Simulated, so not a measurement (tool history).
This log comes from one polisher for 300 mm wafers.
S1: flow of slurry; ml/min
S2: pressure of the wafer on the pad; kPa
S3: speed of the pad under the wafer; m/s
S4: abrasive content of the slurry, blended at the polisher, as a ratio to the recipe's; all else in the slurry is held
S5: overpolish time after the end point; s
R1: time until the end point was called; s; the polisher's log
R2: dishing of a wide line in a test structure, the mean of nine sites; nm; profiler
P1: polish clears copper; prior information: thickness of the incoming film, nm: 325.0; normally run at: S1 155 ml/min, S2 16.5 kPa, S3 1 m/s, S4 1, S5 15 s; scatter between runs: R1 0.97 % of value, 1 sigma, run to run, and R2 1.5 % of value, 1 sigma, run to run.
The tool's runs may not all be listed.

Run 1, hour 12.8: S1 155 ml/min, S2 16.5 kPa, S3 1 m/s, S4 1, S5 15 s. Result: R1 155.02 s, R2 21.511 nm.
Run 2, hour 29.1: S1 200 ml/min, S2 16.5 kPa, S3 1 m/s, S4 1, S5 15 s. Result: R1 153.41 s, R2 23.557 nm.
Run 3, hour 42.3: S1 155 ml/min, S2 16.5 kPa, S3 0.52 m/s, S4 1, S5 15 s. Result: R1 302.37 s, R2 12.312 nm.
Run 4, hour 58.2: S1 155 ml/min, S2 16.5 kPa, S3 1 m/s, S4 1, S5 7 s. Result: R1 157.94 s, R2 10.578 nm.
Run 5, hour 75.8: S1 155 ml/min, S2 16.5 kPa, S3 1.5 m/s, S4 1, S5 15 s. Result: R1 104.97 s, R2 32.278 nm.
Run 6, hour 91.2: S1 155 ml/min, S2 16.5 kPa, S3 1 m/s, S4 1, S5 15 s. Result: R1 157.25 s, R2 22.154 nm.
Run 7, hour 109.5: S1 155 ml/min, S2 11 kPa, S3 1 m/s, S4 1, S5 7 s. Result: R1 235.72 s, R2 7.3942 nm.
Run 8, hour 117.9: S1 155 ml/min, S2 16.5 kPa, S3 1 m/s, S4 1, S5 15 s. Result: R1 157.38 s, R2 21.379 nm.
Run 9, hour 132.5: S1 155 ml/min, S2 25.5 kPa, S3 1 m/s, S4 1, S5 4 s. Result: R1 102.38 s, R2 10.072 nm.
Run 10, hour 141.8: S1 155 ml/min, S2 16.5 kPa, S3 1 m/s, S4 1, S5 15 s. Result: R1 155.11 s, R2 22.328 nm.
Run 11, hour 159.6: S1 155 ml/min, S2 22.1 kPa, S3 1 m/s, S4 1.3, S5 15 s. Result: R1 110.32 s, R2 30.821 nm.
At hour 169.9: slurry nozzle cleaned.
Run 12, hour 175.4: S1 155 ml/min, S2 16.5 kPa, S3 1 m/s, S4 1, S5 26 s. Result: R1 160.26 s, R2 36.515 nm.
Run 13, hour 187.8: S1 155 ml/min, S2 24.8 kPa, S3 1 m/s, S4 1, S5 15 s. Result: R1 103.63 s, R2 32.882 nm.
Run 14, hour 203.6: S1 95 ml/min, S2 16.5 kPa, S3 1 m/s, S4 1, S5 15 s. Result: R1 171.23 s, R2 20.288 nm.
Run 15, hour 214.6: S1 155 ml/min, S2 7.6 kPa, S3 1 m/s, S4 1, S5 15 s. Result: R1 342.86 s, R2 10.448 nm.
Run 16, hour 225.7: S1 155 ml/min, S2 16.5 kPa, S3 1 m/s, S4 1, S5 15 s. Result: R1 157.04 s, R2 22.362 nm.
Run 17, hour 234.5: S1 155 ml/min, S2 16.5 kPa, S3 1 m/s, S4 1.45, S5 15 s. Result: R1 143.66 s, R2 24.22 nm.
Run 18, hour 248.6: S1 155 ml/min, S2 16.5 kPa, S3 1 m/s, S4 1, S5 15 s. Result: R1 156.37 s, R2 22.252 nm.
Run 19, hour 266.2: S1 155 ml/min, S2 16.5 kPa, S3 1 m/s, S4 0.55, S5 15 s. Result: R1 178.44 s, R2 19.616 nm.
Run 20, hour 282.6: S1 155 ml/min, S2 16.5 kPa, S3 1 m/s, S4 1, S5 15 s. Result: R1 155.86 s, R2 22.182 nm.
Run 21, hour 300.9: S1 155 ml/min, S2 16.5 kPa, S3 1 m/s, S4 1, S5 15 s. Result: R1 160.16 s, R2 21.954 nm.
Run 22, hour 312.5: S1 155 ml/min, S2 16.5 kPa, S3 1 m/s, S4 1, S5 15 s. Result: R1 161.75 s, R2 21.262 nm.
Run 23, hour 330.5: S1 155 ml/min, S2 16.5 kPa, S3 1 m/s, S4 1, S5 15 s. Result: R1 165.2 s, R2 21.419 nm.
Run 24, hour 339: S1 155 ml/min, S2 16.5 kPa, S3 1 m/s, S4 1, S5 15 s. Result: R1 164.09 s, R2 21.318 nm.
Run 25, hour 348.2: S1 155 ml/min, S2 16.5 kPa, S3 1 m/s, S4 1, S5 15 s. Result: R1 167.1 s, R2 20.826 nm.
Run 26, hour 357.1: S1 155 ml/min, S2 16.5 kPa, S3 1 m/s, S4 1, S5 15 s. Result: R1 166.8 s, R2 21.333 nm.
At hour 371.8: head pressure recalibrated.
Run 27, hour 374.3: S1 155 ml/min, S2 16.5 kPa, S3 1 m/s, S4 1, S5 15 s. Result: R1 167.29 s, R2 20.383 nm.
At hour 374.7: worn pad replaced by a new one.
Run 28, hour 387.1: S1 155 ml/min, S2 16.5 kPa, S3 1 m/s, S4 1, S5 15 s. Result: R1 167.76 s, R2 20.954 nm.
Run 29, hour 405.8: S1 155 ml/min, S2 16.5 kPa, S3 1 m/s, S4 1, S5 15 s. Result: R1 168.06 s, R2 21.443 nm.
Run 30, hour 420.5: S1 155 ml/min, S2 16.5 kPa, S3 1 m/s, S4 1, S5 15 s. Result: R1 169.8 s, R2 21.413 nm.

P1 has crept away from where it was. The log is fitted equally well by each of these 2 causes, at the sizes shown:
A: slurry flow missing at the pad, % = 30.2
B: abrasive missing from the slurry, % = 28.9
The process output started creeping at around hour 282.6.
The rest of the possible causes, and what rules out each one:
removal rate lost through wear of the pad, %: serviced at hour 374.7, after the drift had started, without restoring the earlier output
head's pressure below its setpoint, %: serviced at hour 371.8, after the drift had started, without restoring the earlier output

Which of the check runs below tells the causes apart, meaning the causes would give it clearly different results? Each run uses 5 wafers whose results are averaged, and each result is shown as a question mark.
Run check 1, hour 435.2: S1 155 ml/min, S2 16.5 kPa, S3 0.6 m/s, S4 1, S5 25 s. Result: R1 ?, R2 ?.
Run check 2, hour 435.2: S1 155 ml/min, S2 16.5 kPa, S3 1 m/s, S4 1.3, S5 25 s. Result: R1 ?, R2 ?.
Run check 3, hour 435.2: S1 95 ml/min, S2 16.5 kPa, S3 0.72 m/s, S4 1, S5 15 s. Result: R1 ?, R2 ?.
Run check 4, hour 435.2: S1 155 ml/min, S2 9 kPa, S3 1 m/s, S4 0.6, S5 15 s. Result: R1 ?, R2 ?.

Expected result of each check under each candidate cause:
  check  result    if A    if B
check 1      R1  280.88  280.85
check 1      R2  20.906  20.907
check 2      R1  159.17  159.52
check 2      R2  34.709  34.643
check 3      R1  269.92  259.66
check 3      R2  13.456   13.96
check 4      R1  345.94  344.32
check 4      R2  10.487  10.534
Gap, in per cent, between the two causes that each check separates least, read from the result that separates them most: check 1 0.01 %; check 2 0.22 %; check 3 3.88 %; check 4 0.47 %
Only check 3 tells the causes apart: in the others they would give nearly the same result.

The results of check 3 are: R1 272.07 s; R2 13.393 nm. Based on these, which of the listed causes is it?

The cause is A: slurry flow missing at the pad, %.
